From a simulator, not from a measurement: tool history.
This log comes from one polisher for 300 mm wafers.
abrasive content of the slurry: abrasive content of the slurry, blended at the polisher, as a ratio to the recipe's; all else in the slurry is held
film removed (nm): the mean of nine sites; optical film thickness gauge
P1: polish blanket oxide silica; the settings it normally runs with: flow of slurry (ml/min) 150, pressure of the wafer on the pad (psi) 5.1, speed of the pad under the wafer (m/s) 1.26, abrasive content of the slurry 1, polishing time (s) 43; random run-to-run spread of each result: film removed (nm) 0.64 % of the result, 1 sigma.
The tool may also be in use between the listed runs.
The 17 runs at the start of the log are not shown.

run	hour	flow of slurry (ml/min)	pressure of the wafer on the pad (psi)	speed of the pad under the wafer (m/s)	abrasive content of the slurry	polishing time (s)	wafers polished on this pad	hours since the slurry nozzle was cleaned	hours since the head pressure was calibrated	hours since the slurry blender was calibrated	hours since the conditioning disc was replaced	film removed (nm)
18	172.4	90	5.1	1.26	1	43	84	445.7	459.2	377.2	363.8	148.74
19	184.5	150	5.1	0.58	1	43	174	457.8	471.3	389.3	375.9	89.928
20	193.2	150	5.1	1.26	1	43	238	466.5	480	398	384.6	165.38
21	198.9	150	5.1	1.26	1	43	280	472.2	485.7	403.7	390.3	164.5
22	209.7	150	5.1	1.26	1	43	359	483	496.5	414.5	401.1	162.46
23	215.3	150	5.1	1.26	1	43	401	488.6	502.1	420.1	406.7	160.58
24	224.6	150	5.1	1.26	1	43	469	497.9	511.4	429.4	416	156.93
# hour 228.2: conditioning disc replaced and pad reconditioned
25	236.4	150	5.1	1.26	1	43	556	509.7	523.2	441.2	8.3	159.81
# hour 236.9: worn pad replaced by a new one
26	245.6	150	5.1	1.26	1	43	64	518.9	532.4	450.4	17.5	158.52
# hour 252.3: slurry blender recalibrated
27	252.6	150	5.1	1.26	1	43	116	525.9	539.4	0.3	24.5	158.02
28	258.9	150	5.1	1.26	1	43	162	532.2	545.7	6.6	30.8	156.32
29	270.1	150	5.1	1.26	1	43	245	543.4	556.9	17.8	42	154.87
30	275.7	150	5.1	1.26	1	43	286	549	562.5	23.4	47.6	155.96

Run 31 is up next; what results do you expect?
31	285.1	150	5.1	1.26	1	43	355	558.4	571.9	32.8	57	?

Run 31 gave film removed (nm) 156.53.
